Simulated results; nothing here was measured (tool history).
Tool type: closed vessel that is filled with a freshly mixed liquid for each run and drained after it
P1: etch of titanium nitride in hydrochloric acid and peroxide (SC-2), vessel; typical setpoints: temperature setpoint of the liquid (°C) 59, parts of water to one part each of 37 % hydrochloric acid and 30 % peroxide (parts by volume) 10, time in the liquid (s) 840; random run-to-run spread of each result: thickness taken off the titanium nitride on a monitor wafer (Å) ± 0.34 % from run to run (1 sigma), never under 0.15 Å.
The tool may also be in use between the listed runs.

run,day,temperature setpoint of the liquid (°C),parts of water to one part each of 37 % hydrochloric acid and 30 % peroxide (parts by volume),time in the liquid (s),thickness taken off the titanium nitride on a monitor wafer (Å)
1,0.412,59,10,840,318.58
2,0.908,59,10,840,319.54
3,1.412,44,10,840,118.62
4,1.85,59,4,840,636.23
5,2.458,59,10,840,318.63
6,2.842,72,10,840,700.19
7,3.462,59,10,840,316.4
8,3.796,59,18,840,191.21
9,4.171,59,10,35,13.259
10,4.708,72,4.5,840,1289.9
11,5.154,59,10,840,319.32
12,5.638,59,10,840,318.55
13,6.225,59,10,840,317.85
14,6.854,59,10,1515,575.41
15,7.55,59,10,840,318.23
16,8.221,59,10,840,326.65
17,8.575,59,10,840,331.73
18,9.108,59,10,840,335.04

What will run 19 give?
19,9.479,59,10,840,?

{"run 19": {"thickness taken off the titanium nitride on a monitor wafer (Å)": 337.58}}
